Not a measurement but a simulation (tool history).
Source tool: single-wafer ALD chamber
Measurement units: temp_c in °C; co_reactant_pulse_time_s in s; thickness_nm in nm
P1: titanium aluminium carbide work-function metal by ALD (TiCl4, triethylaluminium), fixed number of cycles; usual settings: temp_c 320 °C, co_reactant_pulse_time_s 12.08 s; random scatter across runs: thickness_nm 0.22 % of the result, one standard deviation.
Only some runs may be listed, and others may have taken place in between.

run	day	temp_c	co_reactant_pulse_time_s	hours since the last thermocouple change	hours since the last triethylaluminium bottle change	thickness_nm
1	0.354	320	12.08	626.9	1002.0	2.3093
# day 0.412: thermocouple changed; heater temperature recalibrated
2	0.712	320	12.08	7.3	1010.6	2.3030
3	0.871	337	12.08	11.1	1014.4	2.4630
4	1.217	320	12.08	19.4	1022.7	2.3024
5	1.421	320	12.08	24.3	1027.6	2.3033
6	1.746	297	12.08	32.1	1035.4	2.0868
7	2.038	320	12.08	39.1	1042.4	2.2997
8	2.196	320	12.08	42.9	1046.2	2.2971
9	2.479	320	4.36	49.7	1053.0	1.8209
10	2.821	320	17.71	57.9	1061.2	2.3306
11	2.988	330	16.50	61.9	1065.2	2.4347

For run 12, what comes out?
12	3.154	320	12.08	65.9	1069.2	?

{"run 12": {"thickness_nm": 2.2983}}
